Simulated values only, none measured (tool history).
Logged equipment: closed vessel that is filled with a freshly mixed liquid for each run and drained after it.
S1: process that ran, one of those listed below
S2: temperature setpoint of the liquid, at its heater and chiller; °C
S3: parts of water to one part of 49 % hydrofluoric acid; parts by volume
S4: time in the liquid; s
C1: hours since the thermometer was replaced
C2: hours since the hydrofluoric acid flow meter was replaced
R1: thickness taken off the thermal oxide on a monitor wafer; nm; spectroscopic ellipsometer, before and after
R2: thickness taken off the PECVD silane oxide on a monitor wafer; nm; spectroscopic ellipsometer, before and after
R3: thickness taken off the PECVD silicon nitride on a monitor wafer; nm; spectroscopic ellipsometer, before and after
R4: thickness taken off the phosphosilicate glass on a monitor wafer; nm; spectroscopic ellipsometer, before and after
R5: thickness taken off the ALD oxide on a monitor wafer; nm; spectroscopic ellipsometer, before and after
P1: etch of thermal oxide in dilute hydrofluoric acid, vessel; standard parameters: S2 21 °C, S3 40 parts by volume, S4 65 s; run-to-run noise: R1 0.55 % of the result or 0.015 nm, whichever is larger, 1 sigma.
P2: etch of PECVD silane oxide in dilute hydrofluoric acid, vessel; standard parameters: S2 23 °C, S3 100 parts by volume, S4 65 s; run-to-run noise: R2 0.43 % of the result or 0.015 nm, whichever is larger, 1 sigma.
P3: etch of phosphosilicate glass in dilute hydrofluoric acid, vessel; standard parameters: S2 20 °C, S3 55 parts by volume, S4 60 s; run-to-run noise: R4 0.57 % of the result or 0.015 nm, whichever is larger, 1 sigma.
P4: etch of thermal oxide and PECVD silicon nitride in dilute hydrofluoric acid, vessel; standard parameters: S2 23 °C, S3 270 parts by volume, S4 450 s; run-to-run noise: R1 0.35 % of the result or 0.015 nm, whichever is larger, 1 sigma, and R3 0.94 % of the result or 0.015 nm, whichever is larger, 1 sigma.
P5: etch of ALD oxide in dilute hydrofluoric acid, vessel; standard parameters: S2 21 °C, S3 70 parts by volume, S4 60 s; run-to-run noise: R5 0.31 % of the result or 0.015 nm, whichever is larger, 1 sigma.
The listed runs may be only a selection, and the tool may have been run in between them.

run    day  S1    S2   S3   S4     C1      C2      R1      R2      R3      R4      R5
  1  0.242  P1    21   40   65  892.6  1007.4  8.0732
  2  0.375  P2    23   20   65  895.8  1010.6          54.334
  3  0.525  P1    21   40   30  899.4  1014.2  3.7006
  4  0.692  P2    29  100   65  903.4  1018.2          12.415
  5  0.825  P4    23  170  450  906.6  1021.4   11.32          4.4693
  6  1.004  P1    21   40   65  910.9  1025.7  8.0385
  7  1.175  P1    21   40   65    915  1029.8  7.9533
  8  1.358  P1    26   40   65  919.4  1034.2  9.9474
  9  1.596  P1    17   20   65  925.1  1039.9   13.76
 10  1.742  P1    21   70   65  928.6  1043.4  4.4428
 11  1.954  P1    21   40   65  933.7  1048.5  8.0069
 12  2.175  P1    21   40   65    939  1053.8  7.9831
 13  2.362  P3    20   55   60  943.5  1058.3                           124.3
 14  2.525  P5    21   70   60  947.4  1062.2                                  23.494
 15  2.758  P1    21   20   65    953  1067.8  16.606
 16  2.925  P5    21  125   60    957  1071.8                                  12.399
 17  3.129  P2    23  100  120  961.9  1076.7          18.071
 18  3.271  P5    21   70   30  965.3  1080.1                                  11.817
 19    3.4  P1    21   40  115  968.4  1083.2  14.299
 20  3.612  P3  24.5   55   60  973.5  1088.3                          149.36
 21  3.762  P5    21   70   60  977.1  1091.9                                  23.584
     3.792  -- thermometer replaced
 22  4.042  P2    23  100   65      6  1098.6          9.8394
 23  4.217  P3    20   55  120   10.2  1102.8                          246.44
 24  4.429  P4    23  270  450   15.3  1107.9   6.421          2.8573
 25  4.621  P1    21   40   65   19.9  1112.5  8.0605
 26  4.854  P3    20   20   60   25.5  1118.1                          357.56
 27  5.096  P4    23  270  450   31.3  1123.9  6.4713          2.7659
 28  5.267  P4    17  270  450   35.4    1128  5.1606          1.9303
     5.304  -- hydrofluoric acid flow meter replaced
 29  5.404  P5    17   70   60   38.7     2.5                                  19.891
 30  5.575  P1    17   40   65   42.8     6.6  6.7356
 31  5.812  P4    23  270  810   48.5    12.3  11.626          4.9882
 32  6.062  P1    21   40   65   54.5    18.3  8.0733
 33  6.258  P1    21   40   65   59.2      23  7.9035
 34  6.417  P1    21   40   65     63    26.8  7.7355
 35  6.571  P1    21   40   65   66.7    30.5  7.6902
 36  6.754  P1    21   40   65   71.1    34.9  7.6601
 37  6.904  P1    21   40   65   74.7    38.5  7.5713
 38  7.046  P1    21   40   65   78.1    41.9  7.6147
 39  7.283  P1    21   40   65   83.8    47.6  7.5453
 40   7.45  P1    21   40   65   87.8    51.6  7.5342

Compared with where it was, what P1 gives has crept away. Each cause listed below fits the log as well as the rest, at the size given for it:
A: hydrofluoric acid flow below the setpoint (%) = 5.67
B: liquid colder than its thermometer reads (K) = 1.44
The creep began at about day 6.258.

Which of the check runs below tells the causes apart, meaning the causes would give it clearly different results? Each run uses 5 wafers whose results are averaged, and each result is shown as a question mark.
check 1  7.617  P4  17  270  450           ?       ?
check 2  7.617  P3  20   20  100                       ?
check 3  7.617  P5  17   90   60                           ?
check 4  7.617  P2  23   20  110               ?

Expected result of each check under each candidate cause:
  check  result    if A    if B
check 1      R1   4.794  4.8729
check 1      R3   1.802  1.7309
check 2      R4   558.2  556.43
check 3      R5   14.23  14.266
check 4      R2  86.468  86.321
Per check, the gap between the least separated pair of causes, taken in the result that splits them most: check 1 4.02 %; check 2 0.32 %; check 3 0.26 %; check 4 0.17 %
Check 1 is the one run that separates the causes; every other check would come out nearly the same whichever cause is at work.

Check 1 has now been run. It gave: R1 4.7998 nm; R3 1.797 nm. Which of the candidate causes is it?

Of the candidate causes, it is A: hydrofluoric acid flow below the setpoint (%).
